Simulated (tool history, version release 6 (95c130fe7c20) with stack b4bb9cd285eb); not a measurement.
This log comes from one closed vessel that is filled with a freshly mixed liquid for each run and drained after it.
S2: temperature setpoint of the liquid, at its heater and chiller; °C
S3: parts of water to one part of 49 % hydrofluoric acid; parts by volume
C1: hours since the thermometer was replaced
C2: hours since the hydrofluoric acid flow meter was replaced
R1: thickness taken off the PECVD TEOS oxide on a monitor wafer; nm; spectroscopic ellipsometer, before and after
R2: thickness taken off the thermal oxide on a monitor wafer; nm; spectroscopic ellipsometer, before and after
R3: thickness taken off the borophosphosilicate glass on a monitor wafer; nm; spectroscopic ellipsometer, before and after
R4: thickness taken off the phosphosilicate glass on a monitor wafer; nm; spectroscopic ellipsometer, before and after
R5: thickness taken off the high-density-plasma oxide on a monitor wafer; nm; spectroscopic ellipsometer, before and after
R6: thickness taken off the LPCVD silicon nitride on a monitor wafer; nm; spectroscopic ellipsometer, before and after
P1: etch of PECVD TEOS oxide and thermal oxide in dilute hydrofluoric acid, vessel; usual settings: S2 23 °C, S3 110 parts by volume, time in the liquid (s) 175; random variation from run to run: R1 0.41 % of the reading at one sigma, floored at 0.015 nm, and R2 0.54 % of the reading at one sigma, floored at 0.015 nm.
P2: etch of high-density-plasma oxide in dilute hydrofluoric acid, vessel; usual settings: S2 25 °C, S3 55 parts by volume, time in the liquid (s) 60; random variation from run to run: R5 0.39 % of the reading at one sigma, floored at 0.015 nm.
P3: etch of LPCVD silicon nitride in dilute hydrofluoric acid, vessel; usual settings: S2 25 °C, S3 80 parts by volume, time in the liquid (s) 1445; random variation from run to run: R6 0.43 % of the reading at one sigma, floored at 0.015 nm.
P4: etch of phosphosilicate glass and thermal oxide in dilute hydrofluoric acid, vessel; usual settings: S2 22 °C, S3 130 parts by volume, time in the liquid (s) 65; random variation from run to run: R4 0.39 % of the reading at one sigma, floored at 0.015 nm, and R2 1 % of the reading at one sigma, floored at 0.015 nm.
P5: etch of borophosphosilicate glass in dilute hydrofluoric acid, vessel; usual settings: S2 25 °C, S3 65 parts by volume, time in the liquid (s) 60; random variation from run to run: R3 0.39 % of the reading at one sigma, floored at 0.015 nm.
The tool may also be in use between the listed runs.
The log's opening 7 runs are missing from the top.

Run 8, day 2.221: process that ran P5, S2 25 °C, S3 65 parts by volume, time in the liquid (s) 115; C1 256.5; C2 1604.4. Result: R3 125.1 nm.
Run 9, day 2.446: process that ran P5, S2 25 °C, S3 65 parts by volume, time in the liquid (s) 60; C1 261.9; C2 1609.8. Result: R3 66.061 nm.
Run 10, day 2.796: process that ran P1, S2 19.5 °C, S3 55 parts by volume, time in the liquid (s) 175; C1 270.3; C2 1618.2. Result: R1 31.702 nm, R2 12.964 nm.
Run 11, day 3.079: process that ran P4, S2 22 °C, S3 200 parts by volume, time in the liquid (s) 65; C1 277.1; C2 1625. Result: R2 1.2289 nm, R4 22.748 nm.
Run 12, day 3.429: process that ran P2, S2 25 °C, S3 95 parts by volume, time in the liquid (s) 60; C1 285.5; C2 1633.4. Result: R5 3.3553 nm.
Run 13, day 3.842: process that ran P5, S2 17 °C, S3 65 parts by volume, time in the liquid (s) 60; C1 295.4; C2 1643.3. Result: R3 47.089 nm.
Run 14, day 4.183: process that ran P1, S2 17.5 °C, S3 110 parts by volume, time in the liquid (s) 175; C1 303.6; C2 1651.5. Result: R1 13.673 nm, R2 5.6016 nm.
Run 15, day 4.517: process that ran P2, S2 25 °C, S3 55 parts by volume, time in the liquid (s) 60; C1 311.6; C2 1659.5. Result: R5 6.1132 nm.
Run 16, day 4.779: process that ran P4, S2 29.5 °C, S3 130 parts by volume, time in the liquid (s) 65; C1 317.9; C2 1665.8. Result: R2 2.7064 nm, R4 50.286 nm.
Run 17, day 4.992: process that ran P1, S2 23 °C, S3 110 parts by volume, time in the liquid (s) 175; C1 323; C2 1670.9. Result: R1 17.399 nm, R2 6.9807 nm.
Run 18, day 5.396: process that ran P2, S2 25 °C, S3 55 parts by volume, time in the liquid (s) 95; C1 332.7; C2 1680.6. Result: R5 9.7341 nm.
Run 19, day 5.783: process that ran P3, S2 25 °C, S3 80 parts by volume, time in the liquid (s) 2185; C1 342; C2 1689.9. Result: R6 13.306 nm.
Run 20, day 6.058: process that ran P2, S2 25 °C, S3 55 parts by volume, time in the liquid (s) 60; C1 348.6; C2 1696.5. Result: R5 6.1546 nm.
Run 21, day 6.375: process that ran P3, S2 25 °C, S3 80 parts by volume, time in the liquid (s) 1445; C1 356.2; C2 1704.1. Result: R6 8.7907 nm.
Run 22, day 6.658: process that ran P2, S2 32 °C, S3 55 parts by volume, time in the liquid (s) 60; C1 363; C2 1710.9. Result: R5 8.0897 nm.

Estimate the outcome of run 23 from the log above:
Run 23, day 6.888: process that ran P3, S2 25 °C, S3 50 parts by volume, time in the liquid (s) 1445; C1 368.5; C2 1716.4. Result: R6 ?.

R6: 14.015 nm
